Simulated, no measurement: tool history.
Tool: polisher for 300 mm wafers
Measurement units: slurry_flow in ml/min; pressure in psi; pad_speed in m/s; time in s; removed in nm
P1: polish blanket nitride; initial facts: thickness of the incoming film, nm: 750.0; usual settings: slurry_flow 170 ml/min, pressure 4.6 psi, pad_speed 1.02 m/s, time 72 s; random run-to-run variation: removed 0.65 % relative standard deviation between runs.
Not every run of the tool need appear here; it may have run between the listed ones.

run	day	slurry_flow	pressure	pad_speed	time	wafers polished on this pad	hours since the slurry nozzle was cleaned	hours since the head pressure was calibrated	removed
1	0.133	170	4.6	1.02	72	480	203.5	148.7	152.850
2	0.279	170	4.6	1.02	45	529	207.0	152.2	96.201
3	0.475	170	4.6	1.02	72	596	211.7	156.9	154.030
4	0.688	170	4.6	1.38	72	668	216.8	162.0	191.930
5	0.850	170	4.6	1.02	109	723	220.7	165.9	230.320
6	0.996	170	4.6	0.48	72	773	224.2	169.4	83.304
7	1.225	170	7.2	1.02	72	851	229.7	174.9	238.510
8	1.438	170	2.5	1.02	72	923	234.8	180.0	84.173
9	1.621	170	4.6	1.02	72	985	239.2	184.4	153.290
10	1.750	170	4.6	1.02	72	1029	242.3	187.5	152.620
11	1.962	100	4.6	1.02	72	1101	247.4	192.6	137.840
12	2.142	210	6.6	1.02	72	1162	251.7	196.9	228.440
13	2.346	265	4.6	1.02	72	1231	256.6	201.8	162.770
14	2.521	170	4.6	1.02	72	1291	260.8	206.0	153.670
15	2.625	170	4.6	1.02	72	1326	263.3	208.5	153.790
16	2.767	170	4.6	1.02	72	1374	266.7	211.9	152.600
17	2.871	170	4.6	1.02	72	1409	269.2	214.4	152.240
18	3.092	170	4.6	1.02	72	1484	274.5	219.7	145.560
19	3.279	170	4.6	1.02	72	1548	279.0	224.2	144.100
20	3.429	170	4.6	1.02	72	1599	282.6	227.8	141.910
# day 3.542: worn pad replaced by a new one
21	3.588	170	4.6	1.02	72	16	286.4	231.6	141.820
22	3.792	170	4.6	1.02	72	85	291.3	236.5	141.570
23	3.904	170	4.6	1.02	72	124	294.0	239.2	140.730
24	4.025	170	4.6	1.02	72	165	296.9	242.1	139.500
25	4.246	170	4.6	1.02	72	240	302.2	247.4	139.710
26	4.462	170	4.6	1.02	72	313	307.4	252.6	139.660

P1 has crept away from where it was. The log is fitted equally well by each of these 2 causes, at the sizes shown:
A: slurry flow missing at the pad, % = 38.5
B: head's pressure below its setpoint, % = 9
Creep in the process output first set in at about day 2.767.
Excluded causes, each with its reason:
removal rate lost through wear of the pad, %: serviced at day 3.542, after the change had begun; the process did not return to its earlier output

Each of the check runs listed below is run on 5 wafers and reports their average, with the results left as question marks. Pick the one under which the possible causes would lead to clearly different results.
check 1	4.679	170	4.6	0.56	72				?
check 2	4.679	170	7.0	1.02	109				?
check 3	4.679	170	2.7	1.02	72				?
check 4	4.679	230	4.6	1.02	72				?

What each check would give under each cause:
check	result	if A	if B
check 1	removed	86.442	86.436
check 2	removed	321.730	321.710
check 3	removed	81.971	81.966
check 4	removed	148.800	145.420
Per-check spread between the two closest causes, in the result where they differ most: check 1 0.01 %; check 2 0.01 %; check 3 0.01 %; check 4 2.3 %
Check 4 tells the causes apart: in the others they would give nearly the same result.

The results of check 4 are: removed 145.670 nm. Based on these, which of the listed causes is it?

The cause is B: head's pressure below its setpoint, %.

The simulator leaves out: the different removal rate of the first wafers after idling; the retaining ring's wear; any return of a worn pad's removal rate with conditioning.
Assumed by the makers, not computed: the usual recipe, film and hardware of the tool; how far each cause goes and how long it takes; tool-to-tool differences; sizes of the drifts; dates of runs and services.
